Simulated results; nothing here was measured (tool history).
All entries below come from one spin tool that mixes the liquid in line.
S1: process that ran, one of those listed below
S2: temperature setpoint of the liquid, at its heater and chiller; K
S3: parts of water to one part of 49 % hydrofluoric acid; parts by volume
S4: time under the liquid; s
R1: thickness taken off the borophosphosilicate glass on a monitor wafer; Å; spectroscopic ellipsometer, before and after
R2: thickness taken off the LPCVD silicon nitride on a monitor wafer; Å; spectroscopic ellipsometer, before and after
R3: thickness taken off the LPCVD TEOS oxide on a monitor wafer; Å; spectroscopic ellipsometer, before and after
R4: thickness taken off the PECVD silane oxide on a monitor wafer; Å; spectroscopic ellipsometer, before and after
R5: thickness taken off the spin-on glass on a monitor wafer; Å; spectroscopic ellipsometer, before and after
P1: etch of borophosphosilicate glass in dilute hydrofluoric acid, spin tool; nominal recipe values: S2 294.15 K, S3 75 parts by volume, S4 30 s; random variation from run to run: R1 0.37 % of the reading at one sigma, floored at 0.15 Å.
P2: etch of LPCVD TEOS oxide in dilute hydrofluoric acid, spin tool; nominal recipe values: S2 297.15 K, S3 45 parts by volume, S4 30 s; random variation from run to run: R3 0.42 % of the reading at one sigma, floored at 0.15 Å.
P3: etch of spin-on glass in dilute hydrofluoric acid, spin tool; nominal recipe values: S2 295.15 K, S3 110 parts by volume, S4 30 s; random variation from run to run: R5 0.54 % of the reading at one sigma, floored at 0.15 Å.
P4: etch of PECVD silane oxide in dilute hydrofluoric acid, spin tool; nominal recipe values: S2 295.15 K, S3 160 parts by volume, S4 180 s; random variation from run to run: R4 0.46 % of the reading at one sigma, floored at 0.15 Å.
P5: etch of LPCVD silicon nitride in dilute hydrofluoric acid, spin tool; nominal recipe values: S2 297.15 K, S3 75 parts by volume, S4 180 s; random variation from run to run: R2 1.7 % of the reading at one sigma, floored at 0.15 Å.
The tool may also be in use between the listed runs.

run,hour,S1,S2,S3,S4,R1,R2,R3,R4,R5
1,8,P1,294.15,75,30,206.08,,,,
2,12.8,P5,297.15,75,15,,0.83767,,,
3,19.4,P5,297.15,20,180,,42.271,,,
4,25.7,P2,297.15,70,30,,,175.38,,
5,33.9,P4,295.15,35,180,,,,765.31,
6,38.2,P1,294.15,120,30,123.01,,,,
7,45.3,P1,294.15,75,30,206.61,,,,
8,50.1,P1,294.15,75,50,342.68,,,,
9,56,P3,295.15,110,15,,,,,39.16
10,64.6,P1,294.15,75,30,206.76,,,,
11,71.6,P5,292.65,75,180,,8.7972,,,
12,75.7,P2,297.15,45,30,,,281.21,,
13,83,P1,294.15,30,30,547.55,,,,
14,90.4,P5,297.15,75,180,,11.908,,,
# hour 95.1: hydrofluoric acid flow meter replaced
15,96.3,P4,295.15,160,180,,,,145.13,
16,101.6,P3,295.15,20,30,,,,,486.86
17,107,P1,294.15,75,30,206.83,,,,
18,111.5,P1,300.65,30,30,710.98,,,,
19,119.7,P1,300.15,75,30,263.69,,,,
20,124.1,P2,305.65,45,30,,,395.12,,
21,128.1,P1,294.15,75,30,206.71,,,,
22,136.6,P1,294.15,75,30,206.55,,,,
23,144.1,P3,295.15,110,30,,,,,78.823
24,149.3,P4,295.15,160,365,,,,295.04,
25,158,P4,290.15,160,180,,,,119.22,
26,162.7,P1,294.15,75,30,206.7,,,,
27,171.3,P5,297.15,75,180,,11.263,,,
28,179.3,P1,290.15,75,30,175.74,,,,
29,185.6,P3,299.15,110,30,,,,,91.252
30,191.1,P2,297.15,45,55,,,516.01,,
31,199.1,P4,295.15,160,180,,,,145.76,
32,206.8,P1,294.15,75,15,102.38,,,,
33,213.7,P1,294.15,75,30,207.56,,,,
34,218.6,P1,294.15,75,30,200.99,,,,
35,222.8,P1,294.15,75,30,199.03,,,,
36,228,P1,294.15,75,30,195.72,,,,
37,232.5,P1,294.15,75,30,194.05,,,,
38,236.3,P1,294.15,75,30,193.37,,,,
39,242.7,P1,294.15,75,30,192.41,,,,
40,250.6,P1,294.15,75,30,190.51,,,,
41,258.8,P1,294.15,75,30,189.97,,,,
42,264.7,P1,294.15,75,30,189.82,,,,
43,268.8,P1,294.15,75,30,189.21,,,,
44,276.7,P1,294.15,75,30,189.38,,,,

P1 has crept away from where it was. The log is fitted equally well by each of these 2 causes, at the sizes shown:
A: liquid colder than its thermometer reads (K) = 2.07
B: hydrofluoric acid flow below the setpoint (%) = 7.6
Creep in the process output first set in at about hour 213.7.

Consider the 4 check runs below, whose results appear as question marks and each of which averages 5 wafers. Which one distinguishes the causes, in that each cause would give it a clearly different result?
check 1,284.6,P3,295.15,45,30,,,,,?
check 2,284.6,P4,295.15,90,180,,,,?,
check 3,284.6,P5,294.15,20,180,,?,,,
check 4,284.6,P2,304.65,45,50,,,?,,

Outcome of each check run for each possible cause:
check,result,if A,if B
check 1,R5,189.92,190.66
check 2,R4,256.65,255.9
check 3,R2,29.973,32.163
check 4,R3,584.28,582.17
Separation of the two closest causes in each check, using whichever result separates them best: check 1 0.39 %; check 2 0.29 %; check 3 7.05 %; check 4 0.36 %
Only in check 3 would the causes give clearly different results; in the remaining checks their results would be nearly the same.

The results of check 3 are: R2 30.401 Å. Based on these, which of the listed causes is it?

The correct cause is A, namely: liquid colder than its thermometer reads (K).

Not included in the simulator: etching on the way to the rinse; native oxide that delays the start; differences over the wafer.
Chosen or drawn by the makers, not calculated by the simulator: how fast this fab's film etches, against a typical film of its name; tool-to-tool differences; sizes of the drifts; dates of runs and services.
